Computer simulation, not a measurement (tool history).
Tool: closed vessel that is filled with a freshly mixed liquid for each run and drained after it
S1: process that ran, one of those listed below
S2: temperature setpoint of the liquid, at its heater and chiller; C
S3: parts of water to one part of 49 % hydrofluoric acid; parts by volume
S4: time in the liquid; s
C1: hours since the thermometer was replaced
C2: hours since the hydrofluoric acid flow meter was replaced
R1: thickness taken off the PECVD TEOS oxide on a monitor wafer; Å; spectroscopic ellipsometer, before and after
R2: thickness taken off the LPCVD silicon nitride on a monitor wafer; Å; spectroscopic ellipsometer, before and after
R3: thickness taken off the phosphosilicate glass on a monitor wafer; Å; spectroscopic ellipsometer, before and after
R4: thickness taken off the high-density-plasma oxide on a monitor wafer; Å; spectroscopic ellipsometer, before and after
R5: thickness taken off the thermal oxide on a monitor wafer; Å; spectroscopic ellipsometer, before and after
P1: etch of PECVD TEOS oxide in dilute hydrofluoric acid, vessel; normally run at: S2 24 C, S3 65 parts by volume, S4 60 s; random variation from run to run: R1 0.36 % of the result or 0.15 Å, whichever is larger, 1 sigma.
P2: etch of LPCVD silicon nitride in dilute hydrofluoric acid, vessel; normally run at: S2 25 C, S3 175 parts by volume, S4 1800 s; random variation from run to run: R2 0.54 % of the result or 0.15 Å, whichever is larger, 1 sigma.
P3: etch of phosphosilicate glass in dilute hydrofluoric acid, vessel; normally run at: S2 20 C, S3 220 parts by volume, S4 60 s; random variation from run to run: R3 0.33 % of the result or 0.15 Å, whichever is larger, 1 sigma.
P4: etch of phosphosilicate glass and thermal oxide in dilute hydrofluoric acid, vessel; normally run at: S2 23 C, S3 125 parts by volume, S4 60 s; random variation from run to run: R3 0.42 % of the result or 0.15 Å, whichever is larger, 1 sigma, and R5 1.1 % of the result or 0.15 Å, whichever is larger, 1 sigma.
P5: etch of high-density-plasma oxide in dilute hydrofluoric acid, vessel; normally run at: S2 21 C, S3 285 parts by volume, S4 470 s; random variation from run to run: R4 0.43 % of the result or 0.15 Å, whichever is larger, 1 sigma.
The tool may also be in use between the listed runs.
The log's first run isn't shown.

Run 2, hour 10.6: S1 P1, S2 30 C, S3 65 parts by volume, S4 60 s; C1 403.8; C2 1550.8. Result: R1 349.96 Å.
Run 3, hour 16.6: S1 P2, S2 25 C, S3 295 parts by volume, S4 1800 s; C1 409.8; C2 1556.8. Result: R2 29.511 Å.
Run 4, hour 23.1: S1 P3, S2 20 C, S3 35 parts by volume, S4 60 s; C1 416.3; C2 1563.3. Result: R3 1809 Å.
Run 5, hour 30.1: S1 P5, S2 21 C, S3 80 parts by volume, S4 470 s; C1 423.3; C2 1570.3. Result: R4 380.22 Å.
Run 6, hour 34.6: S1 P5, S2 21 C, S3 285 parts by volume, S4 870 s; C1 427.8; C2 1574.8. Result: R4 159.86 Å.
Run 7, hour 38.7: S1 P1, S2 24 C, S3 65 parts by volume, S4 60 s; C1 431.9; C2 1578.9. Result: R1 274.93 Å.
Run 8, hour 43.3: S1 P4, S2 23 C, S3 125 parts by volume, S4 30 s; C1 436.5; C2 1583.5. Result: R3 172.01 Å, R5 10.458 Å.
Run 9, hour 47.9: S1 P2, S2 25 C, S3 175 parts by volume, S4 1800 s; C1 441.1; C2 1588.1. Result: R2 48.968 Å.
Run 10, hour 56.2: S1 P1, S2 24 C, S3 65 parts by volume, S4 30 s; C1 449.4; C2 1596.4. Result: R1 137.42 Å.
Run 11, hour 64.3: S1 P3, S2 20 C, S3 220 parts by volume, S4 60 s; C1 457.5; C2 1604.5. Result: R3 236.43 Å.
Run 12, hour 70.9: S1 P2, S2 25 C, S3 175 parts by volume, S4 1800 s; C1 464.1; C2 1611.1. Result: R2 48.975 Å.
Run 13, hour 77: S1 P4, S2 23 C, S3 55 parts by volume, S4 60 s; C1 470.2; C2 1617.2. Result: R3 854.02 Å, R5 51.906 Å.
Run 14, hour 84.2: S1 P3, S2 20 C, S3 220 parts by volume, S4 30 s; C1 477.4; C2 1624.4. Result: R3 118.41 Å.
Run 15, hour 90.3: S1 P1, S2 24 C, S3 65 parts by volume, S4 60 s; C1 483.5; C2 1630.5. Result: R1 277.02 Å.
Run 16, hour 94.4: S1 P5, S2 17 C, S3 285 parts by volume, S4 470 s; C1 487.6; C2 1634.6. Result: R4 73.798 Å.
Run 17, hour 100: S1 P4, S2 23 C, S3 125 parts by volume, S4 60 s; C1 493.2; C2 1640.2. Result: R3 343.69 Å, R5 20.661 Å.
Run 18, hour 106.3: S1 P1, S2 24 C, S3 65 parts by volume, S4 60 s; C1 499.5; C2 1646.5. Result: R1 277.18 Å.
Run 19, hour 109.9: S1 P1, S2 24 C, S3 65 parts by volume, S4 60 s; C1 503.1; C2 1650.1. Result: R1 277.07 Å.
Run 20, hour 114.9: S1 P3, S2 24.5 C, S3 220 parts by volume, S4 60 s; C1 508.1; C2 1655.1. Result: R3 278.92 Å.
Run 21, hour 120.9: S1 P1, S2 24 C, S3 35 parts by volume, S4 60 s; C1 514.1; C2 1661.1. Result: R1 532.45 Å.
Run 22, hour 126.6: S1 P1, S2 24 C, S3 115 parts by volume, S4 60 s; C1 519.8; C2 1666.8. Result: R1 147.14 Å.
Run 23, hour 131.1: S1 P4, S2 17 C, S3 125 parts by volume, S4 60 s; C1 524.3; C2 1671.3. Result: R3 270.87 Å, R5 16.467 Å.
Run 24, hour 136.7: S1 P2, S2 31.5 C, S3 175 parts by volume, S4 1800 s; C1 529.9; C2 1676.9. Result: R2 72.643 Å.
Run 25, hour 144.9: S1 P1, S2 24 C, S3 65 parts by volume, S4 60 s; C1 538.1; C2 1685.1. Result: R1 277 Å.
Run 26, hour 152.1: S1 P1, S2 17 C, S3 65 parts by volume, S4 60 s; C1 545.3; C2 1692.3. Result: R1 206.01 Å.

Run 27 comes next. What will it give?
Run 27, hour 157.3: S1 P1, S2 24 C, S3 40 parts by volume, S4 30 s; C1 550.5; C2 1697.5. Result: R1 ?.

R1: 231.14 Å
